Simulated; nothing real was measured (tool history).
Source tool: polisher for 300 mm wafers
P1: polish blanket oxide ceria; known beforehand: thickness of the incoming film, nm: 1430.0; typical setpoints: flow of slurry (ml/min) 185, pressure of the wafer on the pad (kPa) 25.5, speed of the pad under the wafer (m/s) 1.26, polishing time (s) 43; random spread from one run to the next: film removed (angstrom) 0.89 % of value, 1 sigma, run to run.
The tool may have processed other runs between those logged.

| run | hour | flow of slurry (ml/min) | pressure of the wafer on the pad (kPa) | speed of the pad under the wafer (m/s) | polishing time (s) | wafers polished on this pad | hours since the slurry nozzle was cleaned | hours since the head pressure was calibrated | film removed (angstrom) |
|---|---|---|---|---|---|---|---|---|---|
| 1 | 4.3 | 185 | 25.5 | 1.26 | 43 | 575 | 402.3 | 123.7 | 3171.8 |
| 2 | 7.7 | 245 | 25.5 | 1.26 | 43 | 620 | 405.7 | 127.1 | 3298 |
| 3 | 10.7 | 185 | 25.5 | 1.26 | 43 | 659 | 408.7 | 130.1 | 3158 |
| 4 | 13 | 185 | 25.5 | 1.58 | 43 | 690 | 411 | 132.4 | 4035.4 |
| 5 | 17.4 | 185 | 11.7 | 1.26 | 43 | 748 | 415.4 | 136.8 | 1471.1 |
| 6 | 19.4 | 120 | 16.5 | 1.26 | 43 | 774 | 417.4 | 138.8 | 1909.9 |
|  | 19.7 | slurry nozzle cleaned |
| 7 | 22.7 | 185 | 25.5 | 1.26 | 43 | 818 | 3 | 142.1 | 3141.4 |
| 8 | 25 | 185 | 25.5 | 1.26 | 43 | 849 | 5.3 | 144.4 | 3213.3 |
| 9 | 28.4 | 110 | 25.5 | 1.26 | 43 | 894 | 8.7 | 147.8 | 2859.8 |
| 10 | 30.4 | 185 | 25.5 | 1.26 | 23 | 920 | 10.7 | 149.8 | 1701.6 |
| 11 | 32.6 | 110 | 13.1 | 1.26 | 43 | 949 | 12.9 | 152 | 1442.9 |
| 12 | 36.5 | 185 | 40.7 | 1.26 | 43 | 1001 | 16.8 | 155.9 | 5073.2 |
| 13 | 39 | 185 | 25.5 | 0.58 | 43 | 1034 | 19.3 | 158.4 | 1466.8 |

Predict the results of run 14:
| 14 | 42.8 | 185 | 25.5 | 1.26 | 59 | 1084 | 23.1 | 162.2 | ? |

Logged for run 14: film removed (angstrom) 4307.3.
